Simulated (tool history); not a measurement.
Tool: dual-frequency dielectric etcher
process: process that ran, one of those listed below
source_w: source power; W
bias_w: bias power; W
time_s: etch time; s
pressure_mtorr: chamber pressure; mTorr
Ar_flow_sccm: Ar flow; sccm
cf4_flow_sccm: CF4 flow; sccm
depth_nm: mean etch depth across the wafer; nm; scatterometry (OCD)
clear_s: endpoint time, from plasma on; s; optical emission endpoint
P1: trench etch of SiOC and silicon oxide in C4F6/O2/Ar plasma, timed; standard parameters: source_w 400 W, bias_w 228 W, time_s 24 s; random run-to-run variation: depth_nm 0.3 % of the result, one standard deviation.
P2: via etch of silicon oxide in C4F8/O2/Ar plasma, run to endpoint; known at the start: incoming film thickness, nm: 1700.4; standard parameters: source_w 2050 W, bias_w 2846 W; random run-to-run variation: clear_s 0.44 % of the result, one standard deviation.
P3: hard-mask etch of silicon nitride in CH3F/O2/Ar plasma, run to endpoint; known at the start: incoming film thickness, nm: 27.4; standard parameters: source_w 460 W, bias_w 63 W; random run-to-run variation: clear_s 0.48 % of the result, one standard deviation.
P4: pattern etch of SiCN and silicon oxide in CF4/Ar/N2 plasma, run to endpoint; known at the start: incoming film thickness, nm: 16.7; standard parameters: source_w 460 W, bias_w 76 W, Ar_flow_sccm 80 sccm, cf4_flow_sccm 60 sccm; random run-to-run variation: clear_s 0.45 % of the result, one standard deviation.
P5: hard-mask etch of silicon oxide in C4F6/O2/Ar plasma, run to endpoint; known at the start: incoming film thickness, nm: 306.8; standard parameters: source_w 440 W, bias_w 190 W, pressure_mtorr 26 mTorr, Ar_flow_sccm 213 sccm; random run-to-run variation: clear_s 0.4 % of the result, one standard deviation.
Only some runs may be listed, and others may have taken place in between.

run,hour,process,source_w,bias_w,time_s,pressure_mtorr,Ar_flow_sccm,cf4_flow_sccm,hours since the last wet clean,hours since the last source power generator calibration,hours since the last bias power generator calibration,depth_nm,clear_s
1,7.6,P1,400,228,24,,,,263.3,1826.6,2570.9,50.914,
2,14.0,P5,440,190,,26,289,,269.7,1833.0,2577.3,,91.668
3,21.9,P1,400,228,24,,,,277.6,1840.9,2585.2,51.196,
4,28.6,P5,530,190,,26,213,,284.3,1847.6,2591.9,,82.396
5,33.5,P1,400,282,24,,,,289.2,1852.5,2596.8,54.832,
6,41.5,P1,300,228,14,,,,297.2,1860.5,2604.8,26.761,
7,49.4,P1,400,228,24,,,,305.1,1868.4,2612.7,51.021,
8,55.5,P3,620,63,,,,,311.2,1874.5,2618.8,,34.349
9,61.3,P4,460,50,,,80,60,317.0,1880.3,2624.6,,21.380
10,68.6,P4,460,76,,,80,60,324.3,1887.6,2631.9,,18.524
11,72.2,P2,2050,3896,,,,,327.9,1891.2,2635.5,,275.960
12,79.8,P1,400,228,24,,,,335.5,1898.8,2643.1,50.993,
13,86.9,P4,550,76,,,80,60,342.6,1905.9,2650.2,,15.925
14,91.9,P5,440,190,,26,213,,347.6,1910.9,2655.2,,88.541
15,99.9,P1,400,228,24,,,,355.6,1918.9,2663.2,50.932,
16,104.7,P1,400,228,24,,,,360.4,1923.7,2668.0,51.177,
17,112.1,P2,2050,2846,,,,,367.8,1931.1,2675.4,,305.780
18,120.0,P5,440,190,,34,213,,375.7,1939.0,2683.3,,91.346
19,124.6,P5,440,190,,26,213,,380.3,1943.6,2687.9,,88.937

Run 20, settings as shown, results not yet in. Your forecast:
20,132.0,P4,460,76,,,80,49,387.7,1951.0,2695.3,,?

Run 20 gave clear_s 19.145 s.

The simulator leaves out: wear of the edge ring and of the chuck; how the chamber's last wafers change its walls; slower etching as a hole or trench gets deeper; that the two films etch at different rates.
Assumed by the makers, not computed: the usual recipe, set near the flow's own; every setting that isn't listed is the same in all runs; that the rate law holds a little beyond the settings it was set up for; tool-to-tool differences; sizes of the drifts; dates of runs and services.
